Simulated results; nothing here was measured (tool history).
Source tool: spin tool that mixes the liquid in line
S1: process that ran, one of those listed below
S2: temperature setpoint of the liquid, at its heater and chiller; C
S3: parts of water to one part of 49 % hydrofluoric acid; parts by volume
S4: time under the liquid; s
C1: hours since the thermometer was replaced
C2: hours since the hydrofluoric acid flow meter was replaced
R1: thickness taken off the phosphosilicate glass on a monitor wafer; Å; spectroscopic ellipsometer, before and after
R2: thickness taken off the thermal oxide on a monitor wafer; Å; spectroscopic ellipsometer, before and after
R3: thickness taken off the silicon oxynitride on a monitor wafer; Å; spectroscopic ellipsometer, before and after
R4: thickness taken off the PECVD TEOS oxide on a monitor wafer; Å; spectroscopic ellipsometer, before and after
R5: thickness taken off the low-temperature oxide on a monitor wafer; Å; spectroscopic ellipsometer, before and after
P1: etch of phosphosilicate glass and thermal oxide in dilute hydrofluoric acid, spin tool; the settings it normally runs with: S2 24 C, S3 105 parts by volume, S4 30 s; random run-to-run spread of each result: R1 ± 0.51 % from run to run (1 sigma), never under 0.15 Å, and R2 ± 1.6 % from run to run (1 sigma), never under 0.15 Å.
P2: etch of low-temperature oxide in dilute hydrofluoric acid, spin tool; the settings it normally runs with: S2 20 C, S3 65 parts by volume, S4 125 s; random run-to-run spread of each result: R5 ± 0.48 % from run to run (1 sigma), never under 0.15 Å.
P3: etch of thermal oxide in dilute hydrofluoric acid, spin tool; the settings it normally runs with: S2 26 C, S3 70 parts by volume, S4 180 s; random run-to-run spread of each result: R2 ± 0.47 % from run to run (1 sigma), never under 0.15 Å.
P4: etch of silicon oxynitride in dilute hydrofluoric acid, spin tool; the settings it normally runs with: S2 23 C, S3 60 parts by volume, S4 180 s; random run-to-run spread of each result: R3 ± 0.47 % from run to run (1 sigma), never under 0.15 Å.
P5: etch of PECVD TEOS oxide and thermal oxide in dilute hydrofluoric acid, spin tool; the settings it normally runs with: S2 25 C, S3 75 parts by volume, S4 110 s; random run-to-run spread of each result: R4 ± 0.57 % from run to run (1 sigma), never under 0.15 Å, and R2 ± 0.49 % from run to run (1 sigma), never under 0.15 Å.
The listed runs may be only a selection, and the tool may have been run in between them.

run	hour	S1	S2	S3	S4	C1	C2	R1	R2	R3	R4	R5
1	2.7	P1	24	105	30	1368.2	142.9	357.34	14.252			
2	7	P1	28	105	30	1372.5	147.2	413.56	16.219			
3	9.5	P1	24	105	30	1375	149.7	352.05	14.23			
4	14.6	P1	31.5	105	45	1380.1	154.8	706.62	28.065			
5	17.9	P4	17	60	180	1383.4	158.1			95.683		
6	20.4	P5	25	140	110	1385.9	160.6		36.287		217.99	
7	24.1	P5	25	75	110	1389.6	164.3		73.341		441.77	
8	26.9	P3	26	70	180	1392.4	167.1		140.11			
9	32	P1	24	105	30	1397.5	172.2	357.49	14.551			
10	35.4	P1	24	145	30	1400.9	175.6	243.23	10.058			
11	38.8	P1	24	40	15	1404.3	179	507.86	20.609			
12	43.3	P1	24	105	45	1408.8	183.5	531.3	22.244			
13	47.2	P2	27.5	65	125	1412.7	187.4					459.37
14	51.5	P2	20	65	125	1417	191.7					337.44
15	54.1	P4	23	60	180	1419.6	194.3			128.65		
16	58.9	P5	30	75	110	1424.4	199.1		89.39		537.63	
17	63.9	P1	24	105	15	1429.4	204.1	176.75	7.0454			
18	66.7	P3	21	70	180	1432.2	206.9		112.85			
19	69.8	P2	20	65	125	1435.3	210					335.91

Run 20 has not been measured yet. What should we expect?
20	75	P2	20	65	20	1440.5	215.2					?

{"run 20": {"R5": 53.86}}
